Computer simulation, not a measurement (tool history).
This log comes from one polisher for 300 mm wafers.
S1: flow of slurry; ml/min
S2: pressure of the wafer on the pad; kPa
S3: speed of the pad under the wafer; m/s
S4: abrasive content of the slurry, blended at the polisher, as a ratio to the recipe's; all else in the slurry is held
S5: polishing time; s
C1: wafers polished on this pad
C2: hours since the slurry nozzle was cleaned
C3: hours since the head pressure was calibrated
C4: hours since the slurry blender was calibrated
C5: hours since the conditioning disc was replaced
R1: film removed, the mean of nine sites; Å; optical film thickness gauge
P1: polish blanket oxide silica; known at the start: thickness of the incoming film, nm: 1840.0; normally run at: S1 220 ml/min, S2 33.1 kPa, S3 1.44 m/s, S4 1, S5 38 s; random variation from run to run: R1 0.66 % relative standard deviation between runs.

run 1 day=0.708 | S1=220 S2=33.1 S3=1.44 S4=1 S5=38 | C1=648 C2=298.1 C3=179.8 C4=180.1 C5=221.7 | R1=1982.9
run 2 day=1.258 | S1=220 S2=33.1 S3=1.44 S4=1 S5=38 | C1=846 C2=311.3 C3=193 C4=193.3 C5=234.9 | R1=2023.3
run 3 day=1.838 | S1=220 S2=33.1 S3=0.92 S4=1.5 S5=38 | C1=1054 C2=325.2 C3=206.9 C4=207.2 C5=248.8 | R1=1647
run 4 day=2.362 | S1=130 S2=33.1 S3=1.44 S4=1 S5=38 | C1=1243 C2=337.8 C3=219.5 C4=219.8 C5=261.4 | R1=1842.9
run 5 day=3.108 | S1=220 S2=33.1 S3=1.44 S4=0.65 S5=38 | C1=1511 C2=355.7 C3=237.4 C4=237.7 C5=279.3 | R1=1591.5
run 6 day=3.612 | S1=220 S2=33.1 S3=1.44 S4=1 S5=38 | C1=1692 C2=367.8 C3=249.5 C4=249.8 C5=291.4 | R1=1982.3
run 7 day=4.104 | S1=220 S2=33.1 S3=1.96 S4=1 S5=38 | C1=1869 C2=379.6 C3=261.3 C4=261.6 C5=303.2 | R1=2539.4
run 8 day=4.738 | S1=220 S2=15.9 S3=1.44 S4=1 S5=27 | C1=2097 C2=394.8 C3=276.5 C4=276.8 C5=318.4 | R1=684.41
run 9 day=5.358 | S1=220 S2=33.1 S3=1.44 S4=1 S5=24 | C1=2320 C2=409.7 C3=291.4 C4=291.7 C5=333.3 | R1=1259.1
-- day=5.371 slurry nozzle cleaned
run 10 day=5.921 | S1=220 S2=33.1 S3=1.44 S4=1 S5=38 | C1=2522 C2=13.2 C3=304.9 C4=305.2 C5=346.8 | R1=1992.4
run 11 day=6.633 | S1=140 S2=17.9 S3=1.44 S4=1 S5=38 | C1=2779 C2=30.3 C3=322 C4=322.3 C5=363.9 | R1=1005.6
-- day=7.304 conditioning disc replaced and pad reconditioned
run 12 day=7.333 | S1=220 S2=52.4 S3=1.44 S4=1 S5=38 | C1=3030 C2=47.1 C3=338.8 C4=339.1 C5=0.7 | R1=3178.7
run 13 day=7.746 | S1=220 S2=15.2 S3=1.44 S4=1 S5=38 | C1=3179 C2=57 C3=348.7 C4=349 C5=10.6 | R1=912.89
run 14 day=8.308 | S1=220 S2=33.1 S3=0.8 S4=1 S5=38 | C1=3381 C2=70.5 C3=362.2 C4=362.5 C5=24.1 | R1=1244.5
run 15 day=8.796 | S1=220 S2=33.1 S3=1.44 S4=1 S5=58 | C1=3556 C2=82.2 C3=373.9 C4=374.2 C5=35.8 | R1=3042.1
run 16 day=9.379 | S1=220 S2=33.1 S3=1.44 S4=1.45 S5=38 | C1=3766 C2=96.2 C3=387.9 C4=388.2 C5=49.8 | R1=2335.3
run 17 day=9.883 | S1=330 S2=33.1 S3=1.44 S4=1 S5=38 | C1=3947 C2=108.3 C3=400 C4=400.3 C5=61.9 | R1=2072.7
run 18 day=10.55 | S1=220 S2=33.1 S3=1.44 S4=1 S5=38 | C1=4187 C2=124.3 C3=416 C4=416.3 C5=77.9 | R1=1997
run 19 day=11.225 | S1=220 S2=33.1 S3=1.44 S4=1 S5=38 | C1=4430 C2=140.5 C3=432.2 C4=432.5 C5=94.1 | R1=1894.7
run 20 day=11.871 | S1=220 S2=33.1 S3=1.44 S4=1 S5=38 | C1=4662 C2=156 C3=447.7 C4=448 C5=109.6 | R1=1828.8
run 21 day=12.542 | S1=220 S2=33.1 S3=1.44 S4=1 S5=38 | C1=4903 C2=172.1 C3=463.8 C4=464.1 C5=125.7 | R1=1817.1
-- day=12.642 conditioning disc replaced and pad reconditioned
-- day=12.925 worn pad replaced by a new one
run 22 day=13.088 | S1=220 S2=33.1 S3=1.44 S4=1 S5=38 | C1=59 C2=185.2 C3=476.9 C4=477.2 C5=10.7 | R1=1790.6
-- day=13.45 slurry nozzle cleaned
run 23 day=13.742 | S1=220 S2=33.1 S3=1.44 S4=1 S5=38 | C1=294 C2=7 C3=492.6 C4=492.9 C5=26.4 | R1=1780.8
run 24 day=14.138 | S1=220 S2=33.1 S3=1.44 S4=1 S5=38 | C1=436 C2=16.5 C3=502.1 C4=502.4 C5=35.9 | R1=1792.1
run 25 day=14.471 | S1=220 S2=33.1 S3=1.44 S4=1 S5=38 | C1=556 C2=24.5 C3=510.1 C4=510.4 C5=43.9 | R1=1784.8
run 26 day=14.975 | S1=220 S2=33.1 S3=1.44 S4=1 S5=38 | C1=737 C2=36.6 C3=522.2 C4=522.5 C5=56 | R1=1787.3

The log shows P1 creeping away from where it was. Any of the 2 causes listed here, at the size stated for it, fits the log just as well as the others:
A: abrasive missing from the slurry, % = 20.9
B: head's pressure below its setpoint, % = 10.7
The gradual shift began around day 10.55.
Ruled out, with reasons:
removal rate lost through wear of the pad, %: its service at day 12.925 followed the start of the drift and did not put the process back to its old value
slurry flow missing at the pad, %: its service at day 13.45 followed the start of the drift and did not put the process back to its old value
time polished since the conditioner stopped cutting, s: its service at day 12.642 followed the start of the drift and did not put the process back to its old value

Below are 4 check runs, each averaged over 5 wafers, with their results shown as question marks. Which of them would give clearly different results depending on which cause is behind the drift?
run check 1 day=15.479 | S1=130 S2=49.6 S3=1.44 S4=1 S5=38 | R1=?
run check 2 day=15.479 | S1=270 S2=33.1 S3=1.82 S4=1 S5=38 | R1=?
run check 3 day=15.479 | S1=220 S2=33.1 S3=1.44 S4=1 S5=50 | R1=?
run check 4 day=15.479 | S1=220 S2=33.1 S3=1.44 S4=0.7 S5=38 | R1=?

Predicted outcomes, by check and by cause:
check=check_1 result=R1 if_A=2453.7 if_B=2454.3
check=check_2 result=R1 if_A=2193 if_B=2193.6
check=check_3 result=R1 if_A=2338.8 if_B=2339.4
check=check_4 result=R1 if_A=1457.1 if_B=1488
Smallest distance between any two causes, each pair judged by its most separating result, in per cent: check 1 0.03 %; check 2 0.03 %; check 3 0.03 %; check 4 2.1 %
Only in check 4 would the causes give clearly different results; in the remaining checks their results would be nearly the same.

Here is what check 4 returned: R1 1463.2 Å. Which cause is it?

It was cause A: abrasive missing from the slurry, %.

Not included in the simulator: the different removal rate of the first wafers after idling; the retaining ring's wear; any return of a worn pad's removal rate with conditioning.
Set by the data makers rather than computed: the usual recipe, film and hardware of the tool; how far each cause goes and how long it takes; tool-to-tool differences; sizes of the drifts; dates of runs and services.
